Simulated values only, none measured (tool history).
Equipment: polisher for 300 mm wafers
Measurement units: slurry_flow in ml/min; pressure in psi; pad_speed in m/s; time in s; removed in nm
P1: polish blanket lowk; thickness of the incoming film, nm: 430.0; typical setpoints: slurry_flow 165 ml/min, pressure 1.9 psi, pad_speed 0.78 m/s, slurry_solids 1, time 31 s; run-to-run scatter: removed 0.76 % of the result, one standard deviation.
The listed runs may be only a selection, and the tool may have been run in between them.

Run 1, hour 4: slurry_flow 165 ml/min, pressure 1.9 psi, pad_speed 0.78 m/s, slurry_solids 1, time 31 s. Result: removed 9.3756 nm.
Run 2, hour 11.5: slurry_flow 165 ml/min, pressure 1.9 psi, pad_speed 0.78 m/s, slurry_solids 0.55, time 31 s. Result: removed 6.6764 nm.
Run 3, hour 15.3: slurry_flow 165 ml/min, pressure 2.6 psi, pad_speed 0.78 m/s, slurry_solids 1, time 31 s. Result: removed 12.574 nm.
Run 4, hour 18.8: slurry_flow 165 ml/min, pressure 1.9 psi, pad_speed 0.78 m/s, slurry_solids 1, time 31 s. Result: removed 9.1743 nm.
Run 5, hour 24.4: slurry_flow 165 ml/min, pressure 1.9 psi, pad_speed 0.78 m/s, slurry_solids 1.4, time 22 s. Result: removed 7.5348 nm.
Run 6, hour 30: slurry_flow 165 ml/min, pressure 1.9 psi, pad_speed 0.78 m/s, slurry_solids 1, time 31 s. Result: removed 9.4571 nm.
Run 7, hour 35.7: slurry_flow 165 ml/min, pressure 1.9 psi, pad_speed 0.78 m/s, slurry_solids 1, time 31 s. Result: removed 9.2053 nm.
Run 8, hour 39.4: slurry_flow 165 ml/min, pressure 1.9 psi, pad_speed 0.78 m/s, slurry_solids 1, time 14 s. Result: removed 4.1767 nm.
At hour 43.2: conditioning disc replaced and pad reconditioned.
Run 9, hour 44: slurry_flow 165 ml/min, pressure 1.9 psi, pad_speed 0.78 m/s, slurry_solids 1, time 31 s. Result: removed 9.209 nm.
Run 10, hour 48.4: slurry_flow 165 ml/min, pressure 0.9 psi, pad_speed 1.08 m/s, slurry_solids 1, time 31 s. Result: removed 5.7511 nm.
At hour 48.9: worn pad replaced by a new one.
Run 11, hour 52.9: slurry_flow 165 ml/min, pressure 1.9 psi, pad_speed 1.22 m/s, slurry_solids 1, time 31 s. Result: removed 13.034 nm.
Run 12, hour 60.5: slurry_flow 100 ml/min, pressure 1.9 psi, pad_speed 0.78 m/s, slurry_solids 1, time 31 s. Result: removed 8.3562 nm.
Run 13, hour 64: slurry_flow 165 ml/min, pressure 1.9 psi, pad_speed 0.36 m/s, slurry_solids 1, time 31 s. Result: removed 5.014 nm.
Run 14, hour 69.4: slurry_flow 165 ml/min, pressure 1.9 psi, pad_speed 0.78 m/s, slurry_solids 1, time 41 s. Result: removed 12.286 nm.
Run 15, hour 77: slurry_flow 215 ml/min, pressure 1.9 psi, pad_speed 0.78 m/s, slurry_solids 1, time 45 s. Result: removed 13.912 nm.
Run 16, hour 83.1: slurry_flow 165 ml/min, pressure 1.9 psi, pad_speed 0.78 m/s, slurry_solids 1, time 31 s. Result: removed 9.3158 nm.
Run 17, hour 89.3: slurry_flow 230 ml/min, pressure 1.9 psi, pad_speed 0.78 m/s, slurry_solids 1, time 31 s. Result: removed 9.7753 nm.
Run 18, hour 96: slurry_flow 165 ml/min, pressure 1.9 psi, pad_speed 0.78 m/s, slurry_solids 1.35, time 31 s. Result: removed 10.379 nm.
Run 19, hour 102: slurry_flow 165 ml/min, pressure 0.9 psi, pad_speed 0.78 m/s, slurry_solids 1, time 31 s. Result: removed 4.4205 nm.
Run 20, hour 105.6: slurry_flow 165 ml/min, pressure 1.9 psi, pad_speed 0.78 m/s, slurry_solids 1, time 31 s. Result: removed 9.3821 nm.
Run 21, hour 112.9: slurry_flow 165 ml/min, pressure 1.9 psi, pad_speed 0.78 m/s, slurry_solids 1, time 31 s. Result: removed 8.9473 nm.
Run 22, hour 118.3: slurry_flow 165 ml/min, pressure 1.9 psi, pad_speed 0.78 m/s, slurry_solids 1, time 31 s. Result: removed 8.7097 nm.
Run 23, hour 123.6: slurry_flow 165 ml/min, pressure 1.9 psi, pad_speed 0.78 m/s, slurry_solids 1, time 31 s. Result: removed 8.6445 nm.
At hour 128.8: conditioning disc replaced and pad reconditioned.
Run 24, hour 130.7: slurry_flow 165 ml/min, pressure 1.9 psi, pad_speed 0.78 m/s, slurry_solids 1, time 31 s. Result: removed 8.4092 nm.
At hour 135.4: slurry nozzle cleaned.
At hour 137.3: worn pad replaced by a new one.
Run 25, hour 138.4: slurry_flow 165 ml/min, pressure 1.9 psi, pad_speed 0.78 m/s, slurry_solids 1, time 31 s. Result: removed 8.6241 nm.
Run 26, hour 142: slurry_flow 165 ml/min, pressure 1.9 psi, pad_speed 0.78 m/s, slurry_solids 1, time 31 s. Result: removed 8.5339 nm.
Run 27, hour 148.2: slurry_flow 165 ml/min, pressure 1.9 psi, pad_speed 0.78 m/s, slurry_solids 1, time 31 s. Result: removed 8.4511 nm.

Something has made what P1 gives creep away from where it was; the 2 causes below, each at its own stated size, fit the log equally well:
A: head's pressure below its setpoint, % = 8.45
B: abrasive missing from the slurry, % = 16.9
Onset of the creep was near hour 105.6.
Ruled out, with reasons:
removal rate lost through wear of the pad, %: work on it at hour 137.3, done after the drift set in, did not restore what the process gave before
slurry flow missing at the pad, %: work on it at hour 135.4, done after the drift set in, did not restore what the process gave before
time polished since the conditioner stopped cutting, s: work on it at hour 128.8, done after the drift set in, did not restore what the process gave before

The list below offers 4 check runs, each averaging the results of 5 wafers, and shows each result as a question mark. For which of them would the listed causes give clearly different results?
Run check 1, hour 154.4: slurry_flow 165 ml/min, pressure 0.9 psi, pad_speed 1.18 m/s, slurry_solids 1, time 31 s. Result: removed ?.
Run check 2, hour 154.4: slurry_flow 165 ml/min, pressure 1.9 psi, pad_speed 0.78 m/s, slurry_solids 0.55, time 21 s. Result: removed ?.
Run check 3, hour 154.4: slurry_flow 165 ml/min, pressure 1.1 psi, pad_speed 1 m/s, slurry_solids 1, time 31 s. Result: removed ?.
Run check 4, hour 154.4: slurry_flow 165 ml/min, pressure 0.9 psi, pad_speed 1.12 m/s, slurry_solids 1, time 31 s. Result: removed ?.

Outcome of each check run for each possible cause:
  check   result    if A    if B
check 1  removed  5.6035  5.6027
check 2  removed  4.1944  4.0815
check 3  removed  5.9993  5.9985
check 4  removed  5.3743  5.3737
Distance between the nearest two causes, measured in the result of the check that separates them most: check 1 0.01 %; check 2 2.73 %; check 3 0.01 %; check 4 0.01 %
Only in check 2 would the causes give clearly different results; in the remaining checks their results would be nearly the same.

Then check 2 was run and gave: removed 4.0642 nm. Which cause is it?

It was cause B: abrasive missing from the slurry, %.

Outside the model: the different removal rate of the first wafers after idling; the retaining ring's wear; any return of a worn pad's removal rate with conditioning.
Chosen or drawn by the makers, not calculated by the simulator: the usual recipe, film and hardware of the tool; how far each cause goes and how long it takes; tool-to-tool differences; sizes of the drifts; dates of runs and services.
